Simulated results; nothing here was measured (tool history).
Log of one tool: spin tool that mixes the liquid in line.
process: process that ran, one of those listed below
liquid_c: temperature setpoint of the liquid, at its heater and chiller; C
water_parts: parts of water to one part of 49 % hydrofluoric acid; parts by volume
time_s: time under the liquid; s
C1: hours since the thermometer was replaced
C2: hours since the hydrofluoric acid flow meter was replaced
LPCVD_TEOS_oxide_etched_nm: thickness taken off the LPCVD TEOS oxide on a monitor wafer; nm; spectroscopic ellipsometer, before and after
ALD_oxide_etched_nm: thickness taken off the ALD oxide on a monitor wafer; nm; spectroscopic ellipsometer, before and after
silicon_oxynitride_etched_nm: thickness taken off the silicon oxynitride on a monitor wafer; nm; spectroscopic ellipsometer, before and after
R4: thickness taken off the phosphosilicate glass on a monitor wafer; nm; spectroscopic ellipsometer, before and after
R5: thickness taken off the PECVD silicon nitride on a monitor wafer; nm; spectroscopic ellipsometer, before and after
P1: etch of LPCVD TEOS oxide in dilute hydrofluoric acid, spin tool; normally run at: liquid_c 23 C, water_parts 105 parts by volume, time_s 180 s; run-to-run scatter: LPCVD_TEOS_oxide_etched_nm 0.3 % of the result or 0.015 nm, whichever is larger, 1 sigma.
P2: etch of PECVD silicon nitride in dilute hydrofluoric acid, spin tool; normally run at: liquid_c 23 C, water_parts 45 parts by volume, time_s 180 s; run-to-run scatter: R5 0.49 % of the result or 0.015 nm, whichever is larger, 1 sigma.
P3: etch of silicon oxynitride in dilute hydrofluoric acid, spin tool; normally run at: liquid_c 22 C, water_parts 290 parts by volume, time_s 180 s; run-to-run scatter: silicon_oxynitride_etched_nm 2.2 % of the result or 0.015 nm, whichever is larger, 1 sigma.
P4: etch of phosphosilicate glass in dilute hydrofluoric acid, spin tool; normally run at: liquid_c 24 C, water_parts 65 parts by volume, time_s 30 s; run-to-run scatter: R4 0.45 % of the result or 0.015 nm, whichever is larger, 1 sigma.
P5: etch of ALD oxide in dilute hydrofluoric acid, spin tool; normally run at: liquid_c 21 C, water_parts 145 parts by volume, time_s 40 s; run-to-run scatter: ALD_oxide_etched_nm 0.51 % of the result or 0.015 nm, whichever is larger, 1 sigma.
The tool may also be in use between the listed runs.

Run 1, day 0.696: process P1, liquid_c 23 C, water_parts 105 parts by volume, time_s 180 s; C1 609.4; C2 1090.2. Result: LPCVD_TEOS_oxide_etched_nm 43.61 nm.
Run 2, day 1.2: process P1, liquid_c 23 C, water_parts 105 parts by volume, time_s 180 s; C1 621.5; C2 1102.3. Result: LPCVD_TEOS_oxide_etched_nm 43.44 nm.
Run 3, day 1.754: process P5, liquid_c 21 C, water_parts 145 parts by volume, time_s 15 s; C1 634.8; C2 1115.6. Result: ALD_oxide_etched_nm 1.4848 nm.
Run 4, day 2.133: process P1, liquid_c 23 C, water_parts 105 parts by volume, time_s 180 s; C1 643.9; C2 1124.7. Result: LPCVD_TEOS_oxide_etched_nm 43.649 nm.
Run 5, day 2.546: process P3, liquid_c 22 C, water_parts 290 parts by volume, time_s 180 s; C1 653.8; C2 1134.6. Result: silicon_oxynitride_etched_nm 1.1374 nm.
Run 6, day 3.212: process P1, liquid_c 28 C, water_parts 105 parts by volume, time_s 285 s; C1 669.8; C2 1150.6. Result: LPCVD_TEOS_oxide_etched_nm 84.259 nm.
Run 7, day 3.679: process P5, liquid_c 29 C, water_parts 145 parts by volume, time_s 40 s; C1 681; C2 1161.8. Result: ALD_oxide_etched_nm 5.355 nm.
Run 8, day 4.162: process P1, liquid_c 23 C, water_parts 105 parts by volume, time_s 330 s; C1 692.6; C2 1173.4. Result: LPCVD_TEOS_oxide_etched_nm 79.619 nm.
Run 9, day 4.733: process P4, liquid_c 24 C, water_parts 65 parts by volume, time_s 30 s; C1 706.3; C2 1187.1. Result: R4 37.37 nm.
Run 10, day 5.138: process P3, liquid_c 22 C, water_parts 290 parts by volume, time_s 70 s; C1 716; C2 1196.8. Result: silicon_oxynitride_etched_nm 0.39745 nm.
Run 11, day 5.825: process P3, liquid_c 22 C, water_parts 290 parts by volume, time_s 180 s; C1 732.5; C2 1213.3. Result: silicon_oxynitride_etched_nm 1.0726 nm.
Run 12, day 6.508: process P4, liquid_c 17 C, water_parts 65 parts by volume, time_s 30 s; C1 748.9; C2 1229.7. Result: R4 27.952 nm.
Run 13, day 7.088: process P2, liquid_c 23 C, water_parts 45 parts by volume, time_s 180 s; C1 762.8; C2 1243.6. Result: R5 7.4842 nm.
Run 14, day 7.654: process P4, liquid_c 24 C, water_parts 65 parts by volume, time_s 15 s; C1 776.4; C2 1257.2. Result: R4 18.78 nm.
Run 15, day 8.2: process P2, liquid_c 31 C, water_parts 45 parts by volume, time_s 180 s; C1 789.5; C2 1270.3. Result: R5 12.594 nm.
Run 16, day 8.562: process P1, liquid_c 23 C, water_parts 65 parts by volume, time_s 180 s; C1 798.2; C2 1279. Result: LPCVD_TEOS_oxide_etched_nm 74.112 nm.
Run 17, day 9.042: process P1, liquid_c 23 C, water_parts 105 parts by volume, time_s 180 s; C1 809.7; C2 1290.5. Result: LPCVD_TEOS_oxide_etched_nm 43.411 nm.
Run 18, day 9.4: process P5, liquid_c 21 C, water_parts 145 parts by volume, time_s 40 s; C1 818.3; C2 1299.1. Result: ALD_oxide_etched_nm 3.9344 nm.
Run 19, day 9.812: process P2, liquid_c 23 C, water_parts 45 parts by volume, time_s 275 s; C1 828.2; C2 1309. Result: R5 11.346 nm.
Run 20, day 10.183: process P1, liquid_c 23 C, water_parts 105 parts by volume, time_s 180 s; C1 837.1; C2 1317.9. Result: LPCVD_TEOS_oxide_etched_nm 43.673 nm.
Run 21, day 10.804: process P3, liquid_c 29 C, water_parts 290 parts by volume, time_s 180 s; C1 852; C2 1332.8. Result: silicon_oxynitride_etched_nm 1.4496 nm.
Run 22, day 11.196: process P2, liquid_c 23 C, water_parts 65 parts by volume, time_s 180 s; C1 861.4; C2 1342.2. Result: R5 5.1488 nm.
Run 23, day 11.812: process P4, liquid_c 24 C, water_parts 40 parts by volume, time_s 30 s; C1 876.2; C2 1357. Result: R4 63.364 nm.
Run 24, day 12.458: process P5, liquid_c 21 C, water_parts 210 parts by volume, time_s 40 s; C1 891.7; C2 1372.5. Result: ALD_oxide_etched_nm 2.545 nm.
Run 25, day 13.125: process P1, liquid_c 23 C, water_parts 180 parts by volume, time_s 180 s; C1 907.7; C2 1388.5. Result: LPCVD_TEOS_oxide_etched_nm 23.407 nm.
Run 26, day 13.675: process P3, liquid_c 22 C, water_parts 155 parts by volume, time_s 180 s; C1 920.9; C2 1401.7. Result: silicon_oxynitride_etched_nm 2.1031 nm.
Run 27, day 14.238: process P1, liquid_c 28 C, water_parts 105 parts by volume, time_s 180 s; C1 934.4; C2 1415.2. Result: LPCVD_TEOS_oxide_etched_nm 52.858 nm.
Run 28, day 14.546: process P1, liquid_c 23 C, water_parts 105 parts by volume, time_s 65 s; C1 941.8; C2 1422.6. Result: LPCVD_TEOS_oxide_etched_nm 15.718 nm.
Run 29, day 14.938: process P1, liquid_c 17.5 C, water_parts 105 parts by volume, time_s 180 s; C1 951.2; C2 1432. Result: LPCVD_TEOS_oxide_etched_nm 34.742 nm.
Run 30, day 15.338: process P1, liquid_c 23 C, water_parts 105 parts by volume, time_s 180 s; C1 960.8; C2 1441.6. Result: LPCVD_TEOS_oxide_etched_nm 43.679 nm.
Run 31, day 16.017: process P1, liquid_c 23 C, water_parts 105 parts by volume, time_s 180 s; C1 977.1; C2 1457.9. Result: LPCVD_TEOS_oxide_etched_nm 45.909 nm.
Run 32, day 16.596: process P1, liquid_c 23 C, water_parts 105 parts by volume, time_s 180 s; C1 991; C2 1471.8. Result: LPCVD_TEOS_oxide_etched_nm 46.688 nm.
Run 33, day 17.229: process P1, liquid_c 23 C, water_parts 105 parts by volume, time_s 180 s; C1 1006.2; C2 1487. Result: LPCVD_TEOS_oxide_etched_nm 47.263 nm.
Run 34, day 17.55: process P1, liquid_c 23 C, water_parts 105 parts by volume, time_s 180 s; C1 1013.9; C2 1494.7. Result: LPCVD_TEOS_oxide_etched_nm 47.641 nm.
Run 35, day 18.212: process P1, liquid_c 23 C, water_parts 105 parts by volume, time_s 180 s; C1 1029.8; C2 1510.6. Result: LPCVD_TEOS_oxide_etched_nm 47.714 nm.
Run 36, day 18.9: process P1, liquid_c 23 C, water_parts 105 parts by volume, time_s 180 s; C1 1046.3; C2 1527.1. Result: LPCVD_TEOS_oxide_etched_nm 47.825 nm.
Run 37, day 19.229: process P1, liquid_c 23 C, water_parts 105 parts by volume, time_s 180 s; C1 1054.2; C2 1535. Result: LPCVD_TEOS_oxide_etched_nm 47.404 nm.

What P1 gives has crept away from where it was. These 2 causes fit the log equally well, each at the size given:
A: liquid hotter than its thermometer reads (K) = 2.34
B: hydrofluoric acid flow above the setpoint (%) = 8.57
The creep began at about day 15.338.

4 check runs are offered, one wafer each, their results left as question marks. Which one tells the causes apart?
Run check 1, day 19.558: process P5, liquid_c 21 C, water_parts 145 parts by volume, time_s 40 s. Result: ALD_oxide_etched_nm ?.
Run check 2, day 19.558: process P4, liquid_c 24 C, water_parts 65 parts by volume, time_s 30 s. Result: R4 ?.
Run check 3, day 19.558: process P2, liquid_c 23 C, water_parts 45 parts by volume, time_s 180 s. Result: R5 ?.
Run check 4, day 19.558: process P3, liquid_c 22 C, water_parts 290 parts by volume, time_s 180 s. Result: silicon_oxynitride_etched_nm ?.

What each check would give under each cause:
  check                        result    if A    if B
check 1           ALD_oxide_etched_nm  4.3274  4.3414
check 2                            R4  41.194  40.974
check 3                            R5  8.7252  8.0711
check 4  silicon_oxynitride_etched_nm  1.2079  1.2038
How far apart the two closest causes lie, in the result that separates them most: check 1 0.32 %; check 2 0.54 %; check 3 7.79 %; check 4 0.34 %
Only check 3 tells the causes apart: in the others they would give nearly the same result.

Check 3 was then run and gave: R5 8.0767 nm. Which cause is it?

It is B: hydrofluoric acid flow above the setpoint (%).

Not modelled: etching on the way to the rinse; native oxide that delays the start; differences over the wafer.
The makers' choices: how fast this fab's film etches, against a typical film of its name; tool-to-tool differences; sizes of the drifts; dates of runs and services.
